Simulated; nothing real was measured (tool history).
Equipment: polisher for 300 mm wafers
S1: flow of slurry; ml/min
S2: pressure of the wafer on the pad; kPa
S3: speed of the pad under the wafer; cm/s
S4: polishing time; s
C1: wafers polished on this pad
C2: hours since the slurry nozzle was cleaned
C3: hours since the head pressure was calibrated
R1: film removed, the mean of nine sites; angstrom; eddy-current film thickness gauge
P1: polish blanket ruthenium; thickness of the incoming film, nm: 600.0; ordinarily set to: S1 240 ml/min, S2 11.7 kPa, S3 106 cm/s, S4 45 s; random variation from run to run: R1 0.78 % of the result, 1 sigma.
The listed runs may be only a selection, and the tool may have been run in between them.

run   hour   S1    S2   S3  S4    C1     C2     C3      R1
  1    5.3  240  11.7  106  45  1056  331.4  460.8  503.94
  2   12.7  240   5.5  106  45  1162  338.8  468.2  241.17
  3   18.3  315  11.7  106  45  1241  344.4  473.8  521.97
        23  -- head pressure recalibrated
  4   24.3  240  11.7   48  45  1326  350.4    1.3  227.56
  5   31.5  240  11.7  106  45  1429  357.6    8.5  514.46
  6   37.5  145  11.7  106  45  1514  363.6   14.5  475.94
  7   45.3  240  11.7  106  45  1625  371.4   22.3  508.82
  8   50.7  240  11.7  106  45  1702  376.8   27.7  507.62
  9   57.8  240  11.7  106  20  1803  383.9   34.8  226.49
 10   61.7  240  17.9  106  45  1858  387.8   38.7  774.88
 11   67.1  360  11.7   80  45  1935  393.2   44.1  398.04
 12   74.7  240  11.7  106  70  2043  400.8   51.7   788.9
 13   78.7  240  11.7  106  45  2100  404.8   55.7  507.21
 14   85.2  240  11.7  106  45  2192  411.3   62.2  507.02
 15   89.9  240  11.7  168  45  2259    416   66.9  810.11
 16   97.9  240  11.7  106  45  2373    424   74.9  513.03
 17  102.7  240  11.7  106  45  2441  428.8   79.7  497.48
 18    108  240  11.7  106  45  2516  434.1     85  493.46
 19  111.6  240  11.7  106  45  2568  437.7   88.6  487.25
 20  117.2  240  11.7  106  45  2647  443.3   94.2  487.99
 21  121.9  240  11.7  106  45  2714    448   98.9  479.29
     123.4  -- head pressure recalibrated
 22  125.6  240  11.7  106  45  2767  451.7    2.2  476.71
 23  132.5  240  11.7  106  45  2865  458.6    9.1  473.47
 24  137.4  240  11.7  106  45  2934  463.5     14  477.91
 25  141.5  240  11.7  106  45  2993  467.6   18.1  474.17
 26  147.4  240  11.7  106  45  3077  473.5     24  479.65
 27  154.9  240  11.7  106  45  3183    481   31.5  471.47

What P1 gives has crept away from where it was. These 2 causes fit the log equally well, each at the size given:
A: removal rate lost through wear of the pad, % = 6.24
B: slurry flow missing at the pad, % = 36.9
The drift started at roughly hour 97.9.
Why every other cause is out:
head's pressure below its setpoint, %: was serviced at hour 123.4, once the creep was under way, yet the earlier output never came back

Each of the check runs listed below is run on 3 wafers and reports their average, with the results left as question marks. Pick the one under which the possible causes would lead to clearly different results.
check 1  162.4  240  11.7  160  45               ?
check 2  162.4  240  11.7  106  20               ?
check 3  162.4  145  17.2  106  45               ?
check 4  162.4  240  11.7  164  68               ?

Predicted outcomes, by check and by cause:
  check  result    if A    if B
check 1      R1  719.82  719.84
check 2      R1  211.95  211.95
check 3      R1  652.56  628.37
check 4      R1  1114.9    1115
Separation of the two closest causes in each check, using whichever result separates them best: check 1 0 %; check 2 0 %; check 3 3.78 %; check 4 0 %
Only in check 3 would the causes give clearly different results; in the remaining checks their results would be nearly the same.

With check 3 done, the readings were: R1 653.47 angstrom. Identify which of the listed causes applies.

Of the candidate causes, it is A: removal rate lost through wear of the pad, %.
